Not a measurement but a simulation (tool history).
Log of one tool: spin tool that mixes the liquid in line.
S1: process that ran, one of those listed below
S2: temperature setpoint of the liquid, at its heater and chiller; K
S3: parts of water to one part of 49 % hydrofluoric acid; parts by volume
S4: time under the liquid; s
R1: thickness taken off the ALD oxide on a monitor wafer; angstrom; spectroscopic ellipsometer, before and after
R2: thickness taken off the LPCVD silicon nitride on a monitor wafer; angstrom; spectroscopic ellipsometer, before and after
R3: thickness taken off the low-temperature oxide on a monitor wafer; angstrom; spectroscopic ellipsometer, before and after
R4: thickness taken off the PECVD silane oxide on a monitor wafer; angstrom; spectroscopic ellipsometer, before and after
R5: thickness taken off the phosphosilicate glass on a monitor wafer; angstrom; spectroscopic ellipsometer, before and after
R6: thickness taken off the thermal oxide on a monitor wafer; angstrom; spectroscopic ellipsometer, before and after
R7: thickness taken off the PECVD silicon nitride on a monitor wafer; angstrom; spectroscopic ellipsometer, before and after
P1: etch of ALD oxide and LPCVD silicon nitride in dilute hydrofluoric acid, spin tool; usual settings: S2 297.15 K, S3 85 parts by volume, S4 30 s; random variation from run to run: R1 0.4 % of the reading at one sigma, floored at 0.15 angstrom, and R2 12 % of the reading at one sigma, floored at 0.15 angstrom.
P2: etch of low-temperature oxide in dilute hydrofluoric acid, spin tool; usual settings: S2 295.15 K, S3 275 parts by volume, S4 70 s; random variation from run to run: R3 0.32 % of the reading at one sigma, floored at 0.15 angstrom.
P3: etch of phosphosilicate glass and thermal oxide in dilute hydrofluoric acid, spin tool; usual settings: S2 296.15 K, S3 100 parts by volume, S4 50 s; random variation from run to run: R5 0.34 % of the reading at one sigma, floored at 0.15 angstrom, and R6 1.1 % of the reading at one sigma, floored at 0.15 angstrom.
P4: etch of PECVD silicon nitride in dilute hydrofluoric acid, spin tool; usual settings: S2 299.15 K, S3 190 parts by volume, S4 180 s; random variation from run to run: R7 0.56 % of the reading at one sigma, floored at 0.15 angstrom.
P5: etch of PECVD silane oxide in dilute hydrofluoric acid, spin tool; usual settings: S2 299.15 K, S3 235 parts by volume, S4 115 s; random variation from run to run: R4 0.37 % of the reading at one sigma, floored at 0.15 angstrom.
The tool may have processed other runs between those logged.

{"run": 1, "day": 0.296, "S1": "P1", "S2": 297.15, "S3": 85, "S4": 30, "R1": 50.825, "R2": 2.4213}
{"run": 2, "day": 0.783, "S1": "P1", "S2": 297.15, "S3": 85, "S4": 30, "R1": 51.231, "R2": 2.114}
{"run": 3, "day": 1.208, "S1": "P2", "S2": 295.15, "S3": 165, "S4": 70, "R3": 123.93}
{"run": 4, "day": 1.583, "S1": "P5", "S2": 299.15, "S3": 70, "S4": 115, "R4": 278.41}
{"run": 5, "day": 1.821, "S1": "P1", "S2": 297.15, "S3": 85, "S4": 30, "R1": 51.297, "R2": 2.1245}
{"run": 6, "day": 2.312, "S1": "P3", "S2": 303.15, "S3": 100, "S4": 50, "R5": 422.34, "R6": 28.655}
{"run": 7, "day": 2.575, "S1": "P4", "S2": 299.15, "S3": 190, "S4": 270, "R7": 70.275}
{"run": 8, "day": 2.946, "S1": "P2", "S2": 290.15, "S3": 275, "S4": 70, "R3": 55.463}
{"run": 9, "day": 3.433, "S1": "P1", "S2": 297.15, "S3": 85, "S4": 30, "R1": 50.948, "R2": 1.7821}
{"run": 10, "day": 3.708, "S1": "P4", "S2": 299.15, "S3": 190, "S4": 180, "R7": 46.922}
{"run": 11, "day": 3.979, "S1": "P4", "S2": 290.65, "S3": 190, "S4": 180, "R7": 27.168}
{"run": 12, "day": 4.392, "S1": "P5", "S2": 291.15, "S3": 235, "S4": 115, "R4": 50.637}
{"run": 13, "day": 4.675, "S1": "P1", "S2": 297.15, "S3": 145, "S4": 30, "R1": 27.812, "R2": 1.0734}
{"run": 14, "day": 5.092, "S1": "P4", "S2": 299.15, "S3": 190, "S4": 180, "R7": 47.107}
{"run": 15, "day": 5.379, "S1": "P1", "S2": 297.15, "S3": 85, "S4": 30, "R1": 50.673, "R2": 1.5829}
{"run": 16, "day": 5.792, "S1": "P3", "S2": 296.15, "S3": 100, "S4": 80, "R5": 515.16, "R6": 33.408}
{"run": 17, "day": 6.142, "S1": "P1", "S2": 297.15, "S3": 85, "S4": 30, "R1": 51.058, "R2": 1.6134}
{"run": 18, "day": 6.375, "S1": "P1", "S2": 297.15, "S3": 85, "S4": 30, "R1": 50.944, "R2": 1.4226}
{"run": 19, "day": 6.788, "S1": "P2", "S2": 295.15, "S3": 275, "S4": 70, "R3": 66.783}
{"run": 20, "day": 7.029, "S1": "P3", "S2": 296.15, "S3": 100, "S4": 50, "R5": 322.56, "R6": 20.89}
{"run": 21, "day": 7.271, "S1": "P2", "S2": 295.15, "S3": 275, "S4": 15, "R3": 14.326}
{"day": 7.338, "done": "thermometer replaced"}
{"run": 22, "day": 7.696, "S1": "P3", "S2": 296.15, "S3": 170, "S4": 50, "R5": 175.96, "R6": 11.271}
{"run": 23, "day": 8.108, "S1": "P1", "S2": 290.15, "S3": 85, "S4": 30, "R1": 38.343, "R2": 1.0289}
{"run": 24, "day": 8.354, "S1": "P1", "S2": 297.15, "S3": 85, "S4": 45, "R1": 76.718, "R2": 2.7866}
{"run": 25, "day": 8.754, "S1": "P1", "S2": 293.65, "S3": 85, "S4": 55, "R1": 80.961, "R2": 2.905}
{"run": 26, "day": 9.017, "S1": "P5", "S2": 299.15, "S3": 235, "S4": 200, "R4": 119.19}
{"run": 27, "day": 9.325, "S1": "P1", "S2": 303.15, "S3": 120, "S4": 30, "R1": 43.059, "R2": 1.2625}
{"run": 28, "day": 9.812, "S1": "P1", "S2": 297.15, "S3": 85, "S4": 15, "R1": 25.396, "R2": 1.1168}
{"run": 29, "day": 10.067, "S1": "P1", "S2": 297.15, "S3": 55, "S4": 30, "R1": 81.403, "R2": 3.0929}
{"run": 30, "day": 10.508, "S1": "P5", "S2": 299.15, "S3": 235, "S4": 115, "R4": 67.317}
{"run": 31, "day": 10.854, "S1": "P1", "S2": 304.15, "S3": 85, "S4": 30, "R1": 67.173, "R2": 2.9858}
{"run": 32, "day": 11.179, "S1": "P4", "S2": 299.15, "S3": 70, "S4": 180, "R7": 125.74}
{"run": 33, "day": 11.4, "S1": "P3", "S2": 296.15, "S3": 100, "S4": 50, "R5": 321.74, "R6": 21.534}
{"run": 34, "day": 11.746, "S1": "P1", "S2": 297.15, "S3": 85, "S4": 30, "R1": 50.815, "R2": 1.8545}
{"run": 35, "day": 12.192, "S1": "P1", "S2": 297.15, "S3": 85, "S4": 30, "R1": 49.094, "R2": 1.7946}
{"run": 36, "day": 12.592, "S1": "P1", "S2": 297.15, "S3": 85, "S4": 30, "R1": 48.211, "R2": 1.779}
{"run": 37, "day": 13.042, "S1": "P1", "S2": 297.15, "S3": 85, "S4": 30, "R1": 47.408, "R2": 1.9151}
{"run": 38, "day": 13.358, "S1": "P1", "S2": 297.15, "S3": 85, "S4": 30, "R1": 47.723, "R2": 1.9531}
{"run": 39, "day": 13.821, "S1": "P1", "S2": 297.15, "S3": 85, "S4": 30, "R1": 47.466, "R2": 1.5404}
{"run": 40, "day": 14.146, "S1": "P1", "S2": 297.15, "S3": 85, "S4": 30, "R1": 47.487, "R2": 1.7908}

Compared with where it was, what P1 gives has crept away. Each cause listed below fits the log as well as the rest, at the size given for it:
A: hydrofluoric acid flow below the setpoint (%) = 6
B: liquid colder than its thermometer reads (K) = 1.71
The drift started at roughly day 11.746.

Of the 4 check runs listed below, each run on one wafer and each result written as a question mark, which would let you distinguish the listed causes because they would give clearly different results?
{"run": "check 1", "day": 14.471, "S1": "P4", "S2": 291.65, "S3": 190, "S4": 180, "R7": "?"}
{"run": "check 2", "day": 14.471, "S1": "P5", "S2": 299.15, "S3": 95, "S4": 165, "R4": "?"}
{"run": "check 3", "day": 14.471, "S1": "P3", "S2": 302.65, "S3": 100, "S4": 50, "R5": "?", "R6": "?"}
{"run": "check 4", "day": 14.471, "S1": "P2", "S2": 290.15, "S3": 275, "S4": 70, "R3": "?"}

How each check would come out, cause by cause:
check=check_1 result=R7 if_A=27.141 if_B=25.680
check=check_2 result=R4 if_A=266.010 if_B=266.640
check=check_3 result=R5 if_A=386.18 if_B=388.42
check=check_3 result=R6 if_A=25.385 if_B=25.533
check=check_4 result=R3 if_A=51.324 if_B=51.864
How far apart the two closest causes lie, in the result that separates them most: check 1 5.53 %; check 2 0.24 %; check 3 0.58 %; check 4 1.05 %
Check 1 is the one run that separates the causes; every other check would come out nearly the same whichever cause is at work.

Check 1 was then run and gave: R7 27.054 angstrom. Which cause is it?

The correct cause is A, namely: hydrofluoric acid flow below the setpoint (%).

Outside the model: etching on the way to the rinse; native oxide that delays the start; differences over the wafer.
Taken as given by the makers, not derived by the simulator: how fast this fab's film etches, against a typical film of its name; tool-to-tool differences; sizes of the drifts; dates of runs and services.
